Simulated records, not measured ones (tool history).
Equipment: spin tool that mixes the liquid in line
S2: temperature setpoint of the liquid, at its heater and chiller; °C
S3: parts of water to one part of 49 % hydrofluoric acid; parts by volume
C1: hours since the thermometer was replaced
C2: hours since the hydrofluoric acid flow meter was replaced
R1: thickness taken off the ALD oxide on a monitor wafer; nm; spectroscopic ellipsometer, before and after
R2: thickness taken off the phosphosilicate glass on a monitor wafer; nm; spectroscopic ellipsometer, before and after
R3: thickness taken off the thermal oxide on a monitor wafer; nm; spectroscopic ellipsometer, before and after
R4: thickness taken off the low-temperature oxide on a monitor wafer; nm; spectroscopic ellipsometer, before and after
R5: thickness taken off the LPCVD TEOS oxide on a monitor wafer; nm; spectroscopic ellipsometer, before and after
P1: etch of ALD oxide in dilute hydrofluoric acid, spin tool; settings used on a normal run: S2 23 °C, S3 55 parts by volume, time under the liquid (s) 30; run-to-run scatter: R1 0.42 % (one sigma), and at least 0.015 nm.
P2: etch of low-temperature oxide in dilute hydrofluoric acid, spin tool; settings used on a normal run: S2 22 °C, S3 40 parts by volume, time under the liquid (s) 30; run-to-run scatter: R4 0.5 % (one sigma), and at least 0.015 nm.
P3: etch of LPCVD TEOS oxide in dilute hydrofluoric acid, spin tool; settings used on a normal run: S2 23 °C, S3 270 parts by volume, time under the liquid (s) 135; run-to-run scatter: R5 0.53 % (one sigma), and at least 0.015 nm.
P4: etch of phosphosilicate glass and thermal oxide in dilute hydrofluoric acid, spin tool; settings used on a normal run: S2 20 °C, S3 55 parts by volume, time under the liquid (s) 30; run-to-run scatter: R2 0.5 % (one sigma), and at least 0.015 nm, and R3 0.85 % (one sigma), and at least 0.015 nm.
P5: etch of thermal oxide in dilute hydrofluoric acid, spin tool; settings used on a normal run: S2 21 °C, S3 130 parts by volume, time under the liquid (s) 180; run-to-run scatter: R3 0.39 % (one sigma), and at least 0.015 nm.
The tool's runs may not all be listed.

Run 1, hour 3.3: process that ran P1, S2 23 °C, S3 55 parts by volume, time under the liquid (s) 30; C1 242.5; C2 475. Result: R1 5.455 nm.
Run 2, hour 6.9: process that ran P1, S2 23 °C, S3 30 parts by volume, time under the liquid (s) 30; C1 246.1; C2 478.6. Result: R1 10.296 nm.
Run 3, hour 11.7: process that ran P4, S2 20 °C, S3 55 parts by volume, time under the liquid (s) 30; C1 250.9; C2 483.4. Result: R2 77.443 nm, R3 2.4063 nm.
Run 4, hour 18: process that ran P1, S2 28.5 °C, S3 85 parts by volume, time under the liquid (s) 30; C1 257.2; C2 489.7. Result: R1 4.2314 nm.
Run 5, hour 24.4: process that ran P1, S2 23 °C, S3 55 parts by volume, time under the liquid (s) 15; C1 263.6; C2 496.1. Result: R1 2.7217 nm.
Run 6, hour 31.4: process that ran P1, S2 28 °C, S3 55 parts by volume, time under the liquid (s) 30; C1 270.6; C2 503.1. Result: R1 6.6775 nm.
Run 7, hour 36.1: process that ran P1, S2 23 °C, S3 20 parts by volume, time under the liquid (s) 60; C1 275.3; C2 507.8. Result: R1 31.263 nm.
Run 8, hour 39.5: process that ran P1, S2 28 °C, S3 105 parts by volume, time under the liquid (s) 30; C1 278.7; C2 511.2. Result: R1 3.2531 nm.
Run 9, hour 43.9: process that ran P5, S2 17 °C, S3 130 parts by volume, time under the liquid (s) 180; C1 283.1; C2 515.6. Result: R3 4.5262 nm.
Run 10, hour 47: process that ran P5, S2 21 °C, S3 130 parts by volume, time under the liquid (s) 15; C1 286.2; C2 518.7. Result: R3 0.42815 nm.
Run 11, hour 50.2: process that ran P5, S2 21 °C, S3 30 parts by volume, time under the liquid (s) 180; C1 289.4; C2 521.9. Result: R3 25.973 nm.
Run 12, hour 53.8: process that ran P4, S2 27 °C, S3 55 parts by volume, time under the liquid (s) 30; C1 293; C2 525.5. Result: R2 104.24 nm, R3 3.2412 nm.
Run 13, hour 59.5: process that ran P5, S2 21 °C, S3 130 parts by volume, time under the liquid (s) 180; C1 298.7; C2 531.2. Result: R3 5.332 nm.
Run 14, hour 66.3: process that ran P4, S2 20 °C, S3 20 parts by volume, time under the liquid (s) 30; C1 305.5; C2 538. Result: R2 225.11 nm, R3 6.9185 nm.
At hour 66.7: hydrofluoric acid flow meter replaced.
Run 15, hour 69.8: process that ran P2, S2 26.5 °C, S3 40 parts by volume, time under the liquid (s) 30; C1 309; C2 3.1. Result: R4 9.3939 nm.
Run 16, hour 73: process that ran P1, S2 23 °C, S3 55 parts by volume, time under the liquid (s) 50; C1 312.2; C2 6.3. Result: R1 8.9848 nm.
Run 17, hour 77.6: process that ran P1, S2 23 °C, S3 55 parts by volume, time under the liquid (s) 30; C1 316.8; C2 10.9. Result: R1 5.4368 nm.
Run 18, hour 84.7: process that ran P3, S2 23 °C, S3 270 parts by volume, time under the liquid (s) 135; C1 323.9; C2 18. Result: R5 16.174 nm.
Run 19, hour 88: process that ran P1, S2 23 °C, S3 55 parts by volume, time under the liquid (s) 30; C1 327.2; C2 21.3. Result: R1 5.4358 nm.
Run 20, hour 91.3: process that ran P3, S2 23 °C, S3 475 parts by volume, time under the liquid (s) 135; C1 330.5; C2 24.6. Result: R5 7.7008 nm.
Run 21, hour 95.9: process that ran P1, S2 18.5 °C, S3 55 parts by volume, time under the liquid (s) 30; C1 335.1; C2 29.2. Result: R1 4.5031 nm.

Run 22, settings as shown, results not yet in. Your forecast:
Run 22, hour 101.8: process that ran P2, S2 22 °C, S3 65 parts by volume, time under the liquid (s) 30; C1 341; C2 35.1. Result: R4 ?.

R4: 4.7466 nm
